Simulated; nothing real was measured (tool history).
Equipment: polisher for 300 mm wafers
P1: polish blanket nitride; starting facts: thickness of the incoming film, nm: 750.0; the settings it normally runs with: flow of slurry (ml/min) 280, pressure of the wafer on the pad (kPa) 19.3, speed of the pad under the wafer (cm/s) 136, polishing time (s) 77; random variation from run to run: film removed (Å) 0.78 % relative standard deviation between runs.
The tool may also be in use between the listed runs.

| run | hour | flow of slurry (ml/min) | pressure of the wafer on the pad (kPa) | speed of the pad under the wafer (cm/s) | polishing time (s) | wafers polished on this pad | hours since the slurry nozzle was cleaned | hours since the head pressure was calibrated | film removed (Å) |
|---|---|---|---|---|---|---|---|---|---|
| 1 | 14.9 | 280 | 19.3 | 136 | 77 | 351 | 194.6 | 176.9 | 1200.10 |
| 2 | 32.5 | 280 | 19.3 | 136 | 121 | 509 | 212.2 | 194.5 | 1836.80 |
| 3 | 42.0 | 170 | 19.3 | 136 | 113 | 595 | 221.7 | 204.0 | 1633.60 |
| 4 | 52.2 | 280 | 9.0 | 106 | 77 | 686 | 231.9 | 214.2 | 449.82 |
| 5 | 66.2 | 280 | 27.6 | 136 | 77 | 812 | 245.9 | 228.2 | 1699.60 |
| 6 | 77.9 | 280 | 19.3 | 208 | 77 | 917 | 257.6 | 239.9 | 1633.40 |
| 7 | 90.2 | 280 | 19.3 | 136 | 77 | 1027 | 269.9 | 252.2 | 1197.00 |
| 8 | 101.1 | 280 | 9.0 | 136 | 77 | 1125 | 280.8 | 263.1 | 553.75 |
| 9 | 118.0 | 280 | 19.3 | 136 | 77 | 1276 | 297.7 | 280.0 | 1179.90 |
| 10 | 127.3 | 280 | 19.3 | 66 | 77 | 1360 | 307.0 | 289.3 | 671.83 |
| 11 | 140.9 | 280 | 19.3 | 136 | 77 | 1482 | 320.6 | 302.9 | 1189.40 |
| 12 | 156.6 | 355 | 19.3 | 136 | 77 | 1623 | 336.3 | 318.6 | 1211.80 |
| 13 | 172.2 | 280 | 19.3 | 136 | 38 | 1763 | 351.9 | 334.2 | 586.60 |
| 14 | 187.6 | 170 | 19.3 | 136 | 77 | 1901 | 367.3 | 349.6 | 1104.80 |
| 15 | 196.8 | 280 | 19.3 | 136 | 77 | 1984 | 376.5 | 358.8 | 1174.90 |
| 16 | 211.2 | 280 | 19.3 | 136 | 77 | 2113 | 390.9 | 373.2 | 1191.00 |
| 17 | 229.4 | 280 | 19.3 | 136 | 77 | 2276 | 409.1 | 391.4 | 1170.10 |
| 18 | 247.1 | 280 | 19.3 | 136 | 77 | 2435 | 426.8 | 409.1 | 1170.20 |
| 19 | 265.8 | 280 | 19.3 | 136 | 77 | 2603 | 445.5 | 427.8 | 1138.60 |
| 20 | 277.3 | 280 | 19.3 | 136 | 77 | 2706 | 457.0 | 439.3 | 1135.10 |

Forecast run 21:
|  | 290.5 | worn pad replaced by a new one |
| 21 | 290.9 | 280 | 19.3 | 136 | 77 | 4 | 470.6 | 452.9 | ? |

film removed (Å): 1127.60
